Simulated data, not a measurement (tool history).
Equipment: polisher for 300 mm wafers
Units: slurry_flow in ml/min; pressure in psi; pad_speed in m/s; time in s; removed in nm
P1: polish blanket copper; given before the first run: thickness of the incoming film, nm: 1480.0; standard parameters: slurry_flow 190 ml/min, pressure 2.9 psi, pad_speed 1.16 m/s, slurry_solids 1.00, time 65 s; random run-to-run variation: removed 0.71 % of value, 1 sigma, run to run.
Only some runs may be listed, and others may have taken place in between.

{"run": 1, "hour": 3.7, "slurry_flow": 190, "pressure": 2.9, "pad_speed": 1.16, "slurry_solids": 1.0, "time": 65, "removed": 258.2}
{"run": 2, "hour": 6.4, "slurry_flow": 190, "pressure": 2.9, "pad_speed": 1.6, "slurry_solids": 1.0, "time": 65, "removed": 358.02}
{"run": 3, "hour": 9.8, "slurry_flow": 190, "pressure": 2.9, "pad_speed": 1.16, "slurry_solids": 1.0, "time": 65, "removed": 258.55}
{"run": 4, "hour": 15.0, "slurry_flow": 190, "pressure": 1.8, "pad_speed": 1.16, "slurry_solids": 1.0, "time": 65, "removed": 159.87}
{"run": 5, "hour": 20.6, "slurry_flow": 190, "pressure": 2.9, "pad_speed": 1.16, "slurry_solids": 1.0, "time": 65, "removed": 260.12}
{"run": 6, "hour": 26.2, "slurry_flow": 190, "pressure": 2.9, "pad_speed": 1.16, "slurry_solids": 0.55, "time": 65, "removed": 229.82}
{"run": 7, "hour": 29.4, "slurry_flow": 190, "pressure": 2.9, "pad_speed": 1.16, "slurry_solids": 1.0, "time": 95, "removed": 381.64}
{"run": 8, "hour": 33.7, "slurry_flow": 190, "pressure": 2.9, "pad_speed": 1.5, "slurry_solids": 1.3, "time": 65, "removed": 355.8}
{"run": 9, "hour": 38.2, "slurry_flow": 190, "pressure": 2.9, "pad_speed": 1.16, "slurry_solids": 1.45, "time": 65, "removed": 282.56}
{"run": 10, "hour": 43.0, "slurry_flow": 190, "pressure": 2.9, "pad_speed": 0.76, "slurry_solids": 1.0, "time": 65, "removed": 172.39}
{"run": 11, "hour": 48.3, "slurry_flow": 115, "pressure": 2.9, "pad_speed": 1.76, "slurry_solids": 1.0, "time": 65, "removed": 361.36}
{"run": 12, "hour": 51.3, "slurry_flow": 190, "pressure": 2.9, "pad_speed": 1.54, "slurry_solids": 0.7, "time": 65, "removed": 322.72}
{"run": 13, "hour": 53.8, "slurry_flow": 190, "pressure": 2.9, "pad_speed": 1.16, "slurry_solids": 1.0, "time": 37, "removed": 147.44}
{"run": 14, "hour": 58.0, "slurry_flow": 190, "pressure": 2.9, "pad_speed": 1.16, "slurry_solids": 1.0, "time": 65, "removed": 260.3}
{"run": 15, "hour": 62.8, "slurry_flow": 245, "pressure": 2.9, "pad_speed": 1.16, "slurry_solids": 1.0, "time": 65, "removed": 269.58}
{"run": 16, "hour": 65.2, "slurry_flow": 115, "pressure": 2.9, "pad_speed": 1.16, "slurry_solids": 1.0, "time": 65, "removed": 238.1}
{"run": 17, "hour": 70.5, "slurry_flow": 190, "pressure": 4.6, "pad_speed": 1.16, "slurry_solids": 1.0, "time": 65, "removed": 406.96}
{"run": 18, "hour": 75.2, "slurry_flow": 190, "pressure": 2.9, "pad_speed": 1.16, "slurry_solids": 1.0, "time": 65, "removed": 262.58}
{"run": 19, "hour": 78.1, "slurry_flow": 190, "pressure": 2.9, "pad_speed": 1.16, "slurry_solids": 1.0, "time": 65, "removed": 256.14}
{"run": 20, "hour": 82.3, "slurry_flow": 190, "pressure": 2.9, "pad_speed": 1.16, "slurry_solids": 1.0, "time": 65, "removed": 250.49}
{"run": 21, "hour": 87.7, "slurry_flow": 190, "pressure": 2.9, "pad_speed": 1.16, "slurry_solids": 1.0, "time": 65, "removed": 246.03}
{"run": 22, "hour": 93.3, "slurry_flow": 190, "pressure": 2.9, "pad_speed": 1.16, "slurry_solids": 1.0, "time": 65, "removed": 244.01}
{"run": 23, "hour": 96.2, "slurry_flow": 190, "pressure": 2.9, "pad_speed": 1.16, "slurry_solids": 1.0, "time": 65, "removed": 241.92}
{"run": 24, "hour": 100.9, "slurry_flow": 190, "pressure": 2.9, "pad_speed": 1.16, "slurry_solids": 1.0, "time": 65, "removed": 242.15}
{"hour": 102.7, "done": "slurry blender recalibrated"}
{"hour": 104.7, "done": "head pressure recalibrated"}
{"run": 25, "hour": 105.1, "slurry_flow": 190, "pressure": 2.9, "pad_speed": 1.16, "slurry_solids": 1.0, "time": 65, "removed": 239.57}
{"run": 26, "hour": 108.1, "slurry_flow": 190, "pressure": 2.9, "pad_speed": 1.16, "slurry_solids": 1.0, "time": 65, "removed": 238.65}
{"run": 27, "hour": 112.1, "slurry_flow": 190, "pressure": 2.9, "pad_speed": 1.16, "slurry_solids": 1.0, "time": 65, "removed": 238.28}
{"run": 28, "hour": 115.2, "slurry_flow": 190, "pressure": 2.9, "pad_speed": 1.16, "slurry_solids": 1.0, "time": 65, "removed": 241.18}

Something has made what P1 gives creep away from where it was; the 2 causes below, each at its own stated size, fit the log equally well:
A: slurry flow missing at the pad, % = 38.1
B: removal rate lost through wear of the pad, % = 7.97
Creep in the process output first set in at about hour 75.2.
All other causes, with the reason each is excluded:
head's pressure below its setpoint, %: serviced at hour 104.7, after the drift had started, without restoring the earlier output
abrasive missing from the slurry, %: serviced at hour 102.7, after the drift had started, without restoring the earlier output

Consider the 4 check runs below, whose results appear as question marks and each of which averages 3 wafers. Which one distinguishes the causes, in that each cause would give it a clearly different result?
{"run": "check 1", "hour": 118.3, "slurry_flow": 135, "pressure": 2.9, "pad_speed": 1.46, "slurry_solids": 1.0, "time": 65, "removed": "?"}
{"run": "check 2", "hour": 118.3, "slurry_flow": 190, "pressure": 2.9, "pad_speed": 1.52, "slurry_solids": 1.0, "time": 94, "removed": "?"}
{"run": "check 3", "hour": 118.3, "slurry_flow": 190, "pressure": 4.0, "pad_speed": 1.16, "slurry_solids": 1.0, "time": 65, "removed": "?"}
{"run": "check 4", "hour": 118.3, "slurry_flow": 190, "pressure": 2.9, "pad_speed": 1.54, "slurry_solids": 1.0, "time": 65, "removed": "?"}

What every check run would give for each of its results, assuming each possible cause in turn:
check=check_1 result=removed if_A=277.00 if_B=285.44
check=check_2 result=removed if_A=454.21 if_B=454.19
check=check_3 result=removed if_A=330.61 if_B=330.59
check=check_4 result=removed if_A=318.21 if_B=318.20
Minimum pairwise separation of causes per check, each pair taken at its best-separating result: check 1 3 %; check 2 0 %; check 3 0 %; check 4 0 %
Check 1 distinguishes between the causes, while the remaining checks would return nearly the same result for all of them.

Then check 1 was run and gave: removed 276.73 nm. Which cause is it?

It is A: slurry flow missing at the pad, %.
